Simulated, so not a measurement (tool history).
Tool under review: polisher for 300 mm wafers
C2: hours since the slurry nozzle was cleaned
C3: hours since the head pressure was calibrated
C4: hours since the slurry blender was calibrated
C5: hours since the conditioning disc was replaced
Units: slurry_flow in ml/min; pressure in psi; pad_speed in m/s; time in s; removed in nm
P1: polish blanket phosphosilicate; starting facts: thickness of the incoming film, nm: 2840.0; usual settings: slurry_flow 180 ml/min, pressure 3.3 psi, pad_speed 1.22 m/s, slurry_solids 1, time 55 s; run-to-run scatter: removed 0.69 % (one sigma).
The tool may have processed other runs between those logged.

{"run": 1, "day": 0.267, "slurry_flow": 180, "pressure": 3.3, "pad_speed": 1.22, "slurry_solids": 1, "time": 55, "wafers polished on this pad": 701, "C2": 276.3, "C3": 868.8, "C4": 51.9, "C5": 311.7, "removed": 482.19}
{"run": 2, "day": 0.454, "slurry_flow": 180, "pressure": 1.6, "pad_speed": 1.22, "slurry_solids": 1, "time": 55, "wafers polished on this pad": 751, "C2": 280.8, "C3": 873.3, "C4": 56.4, "C5": 316.2, "removed": 233.08}
{"run": 3, "day": 0.729, "slurry_flow": 180, "pressure": 2.3, "pad_speed": 0.74, "slurry_solids": 1, "time": 55, "wafers polished on this pad": 824, "C2": 287.4, "C3": 879.9, "C4": 63, "C5": 322.8, "removed": 223.4}
{"run": 4, "day": 1.108, "slurry_flow": 180, "pressure": 3.3, "pad_speed": 1.22, "slurry_solids": 1, "time": 55, "wafers polished on this pad": 926, "C2": 296.5, "C3": 889, "C4": 72.1, "C5": 331.9, "removed": 478.54}
{"run": 5, "day": 1.371, "slurry_flow": 180, "pressure": 3.3, "pad_speed": 0.74, "slurry_solids": 1, "time": 55, "wafers polished on this pad": 996, "C2": 302.8, "C3": 895.3, "C4": 78.4, "C5": 338.2, "removed": 325.86}
{"run": 6, "day": 1.662, "slurry_flow": 180, "pressure": 3.3, "pad_speed": 1.58, "slurry_solids": 1, "time": 55, "wafers polished on this pad": 1074, "C2": 309.8, "C3": 902.3, "C4": 85.4, "C5": 345.2, "removed": 596.61}
{"run": 7, "day": 2.025, "slurry_flow": 180, "pressure": 3.3, "pad_speed": 1.22, "slurry_solids": 0.55, "time": 55, "wafers polished on this pad": 1170, "C2": 318.5, "C3": 911, "C4": 94.1, "C5": 353.9, "removed": 351.57}
{"run": 8, "day": 2.304, "slurry_flow": 180, "pressure": 3.3, "pad_speed": 1.22, "slurry_solids": 1, "time": 55, "wafers polished on this pad": 1245, "C2": 325.2, "C3": 917.7, "C4": 100.8, "C5": 360.6, "removed": 486.17}
{"run": 9, "day": 2.533, "slurry_flow": 180, "pressure": 3.3, "pad_speed": 1.22, "slurry_solids": 1, "time": 74, "wafers polished on this pad": 1306, "C2": 330.7, "C3": 923.2, "C4": 106.3, "C5": 366.1, "removed": 655.92}
{"run": 10, "day": 2.846, "slurry_flow": 250, "pressure": 3.3, "pad_speed": 1.22, "slurry_solids": 1, "time": 55, "wafers polished on this pad": 1389, "C2": 338.2, "C3": 930.7, "C4": 113.8, "C5": 373.6, "removed": 507.11}
{"run": 11, "day": 3.212, "slurry_flow": 180, "pressure": 3.3, "pad_speed": 1.22, "slurry_solids": 1, "time": 55, "wafers polished on this pad": 1487, "C2": 347, "C3": 939.5, "C4": 122.6, "C5": 382.4, "removed": 483.7}
{"run": 12, "day": 3.567, "slurry_flow": 180, "pressure": 3.3, "pad_speed": 1.22, "slurry_solids": 1, "time": 25, "wafers polished on this pad": 1582, "C2": 355.5, "C3": 948, "C4": 131.1, "C5": 390.9, "removed": 219.24}
{"run": 13, "day": 3.742, "slurry_flow": 235, "pressure": 3.3, "pad_speed": 0.56, "slurry_solids": 1, "time": 55, "wafers polished on this pad": 1629, "C2": 359.7, "C3": 952.2, "C4": 135.3, "C5": 395.1, "removed": 268.67}
{"run": 14, "day": 4.121, "slurry_flow": 110, "pressure": 3.3, "pad_speed": 1.22, "slurry_solids": 1, "time": 73, "wafers polished on this pad": 1730, "C2": 368.8, "C3": 961.3, "C4": 144.4, "C5": 404.2, "removed": 587.61}
{"run": 15, "day": 4.475, "slurry_flow": 180, "pressure": 3.3, "pad_speed": 1.22, "slurry_solids": 1.5, "time": 55, "wafers polished on this pad": 1824, "C2": 377.3, "C3": 969.8, "C4": 152.9, "C5": 412.7, "removed": 571.05}
{"run": 16, "day": 4.65, "slurry_flow": 110, "pressure": 3.3, "pad_speed": 1.22, "slurry_solids": 1, "time": 55, "wafers polished on this pad": 1871, "C2": 381.5, "C3": 974, "C4": 157.1, "C5": 416.9, "removed": 438.36}
{"run": 17, "day": 4.992, "slurry_flow": 180, "pressure": 5, "pad_speed": 1.22, "slurry_solids": 1, "time": 55, "wafers polished on this pad": 1962, "C2": 389.7, "C3": 982.2, "C4": 165.3, "C5": 425.1, "removed": 732.31}
{"run": 18, "day": 5.212, "slurry_flow": 180, "pressure": 3.3, "pad_speed": 1.22, "slurry_solids": 1, "time": 55, "wafers polished on this pad": 2021, "C2": 395, "C3": 987.5, "C4": 170.6, "C5": 430.4, "removed": 477.21}
{"run": 19, "day": 5.479, "slurry_flow": 180, "pressure": 3.3, "pad_speed": 1.22, "slurry_solids": 1, "time": 55, "wafers polished on this pad": 2092, "C2": 401.4, "C3": 993.9, "C4": 177, "C5": 436.8, "removed": 452.62}
{"run": 20, "day": 5.662, "slurry_flow": 180, "pressure": 3.3, "pad_speed": 1.22, "slurry_solids": 1, "time": 55, "wafers polished on this pad": 2141, "C2": 405.8, "C3": 998.3, "C4": 181.4, "C5": 441.2, "removed": 445.99}
{"day": 5.875, "done": "conditioning disc replaced and pad reconditioned"}
{"run": 21, "day": 5.942, "slurry_flow": 180, "pressure": 3.3, "pad_speed": 1.22, "slurry_solids": 1, "time": 55, "wafers polished on this pad": 2216, "C2": 412.5, "C3": 1005, "C4": 188.1, "C5": 1.7, "removed": 431.6}
{"day": 6.104, "done": "slurry nozzle cleaned"}
{"run": 22, "day": 6.108, "slurry_flow": 180, "pressure": 3.3, "pad_speed": 1.22, "slurry_solids": 1, "time": 55, "wafers polished on this pad": 2260, "C2": 0.1, "C3": 1009, "C4": 192.1, "C5": 5.7, "removed": 429.9}
{"day": 6.112, "done": "head pressure recalibrated"}
{"run": 23, "day": 6.321, "slurry_flow": 180, "pressure": 3.3, "pad_speed": 1.22, "slurry_solids": 1, "time": 55, "wafers polished on this pad": 2317, "C2": 5.2, "C3": 5.1, "C4": 197.2, "C5": 10.8, "removed": 431.78}
{"run": 24, "day": 6.5, "slurry_flow": 180, "pressure": 3.3, "pad_speed": 1.22, "slurry_solids": 1, "time": 55, "wafers polished on this pad": 2365, "C2": 9.5, "C3": 9.4, "C4": 201.5, "C5": 15.1, "removed": 423.33}
{"run": 25, "day": 6.821, "slurry_flow": 180, "pressure": 3.3, "pad_speed": 1.22, "slurry_solids": 1, "time": 55, "wafers polished on this pad": 2451, "C2": 17.2, "C3": 17.1, "C4": 209.2, "C5": 22.8, "removed": 421.03}
{"run": 26, "day": 7.054, "slurry_flow": 180, "pressure": 3.3, "pad_speed": 1.22, "slurry_solids": 1, "time": 55, "wafers polished on this pad": 2513, "C2": 22.8, "C3": 22.7, "C4": 214.8, "C5": 28.4, "removed": 419.02}

The log shows P1 creeping away from where it was. Any of the 2 causes listed here, at the size stated for it, fits the log just as well as the others:
A: removal rate lost through wear of the pad, % = 12.7
B: abrasive missing from the slurry, % = 24.2
The creep began at about day 5.212.
Why every other cause is out:
slurry flow missing at the pad, %: serviced at day 6.104, which brought nothing back
head's pressure below its setpoint, %: serviced at day 6.112, which brought nothing back
time polished since the conditioner stopped cutting, s: serviced at day 5.875, which brought nothing back

The list below offers 4 check runs, each averaging the results of 2 wafers, and shows each result as a question mark. For which of them would the listed causes give clearly different results?
{"run": "check 1", "day": 7.288, "slurry_flow": 180, "pressure": 3.3, "pad_speed": 1.22, "slurry_solids": 0.6, "time": 55, "removed": "?"}
{"run": "check 2", "day": 7.288, "slurry_flow": 180, "pressure": 3.3, "pad_speed": 0.88, "slurry_solids": 1, "time": 55, "removed": "?"}
{"run": "check 3", "day": 7.288, "slurry_flow": 180, "pressure": 3.3, "pad_speed": 0.84, "slurry_solids": 1, "time": 55, "removed": "?"}
{"run": "check 4", "day": 7.288, "slurry_flow": 180, "pressure": 4.3, "pad_speed": 1.22, "slurry_solids": 1, "time": 55, "removed": "?"}

Predicted outcomes, by check and by cause:
check=check_1 result=removed if_A=323.9 if_B=312.93
check=check_2 result=removed if_A=324.98 if_B=325.08
check=check_3 result=removed if_A=313.11 if_B=313.21
check=check_4 result=removed if_A=549.94 if_B=550.11
Minimum pairwise separation of causes per check, each pair taken at its best-separating result: check 1 3.44 %; check 2 0.03 %; check 3 0.03 %; check 4 0.03 %
Only check 1 tells the causes apart: in the others they would give nearly the same result.

After running check 1, the following was obtained: removed 324.9 nm. Which cause does this point to?

The cause is A: removal rate lost through wear of the pad, %.
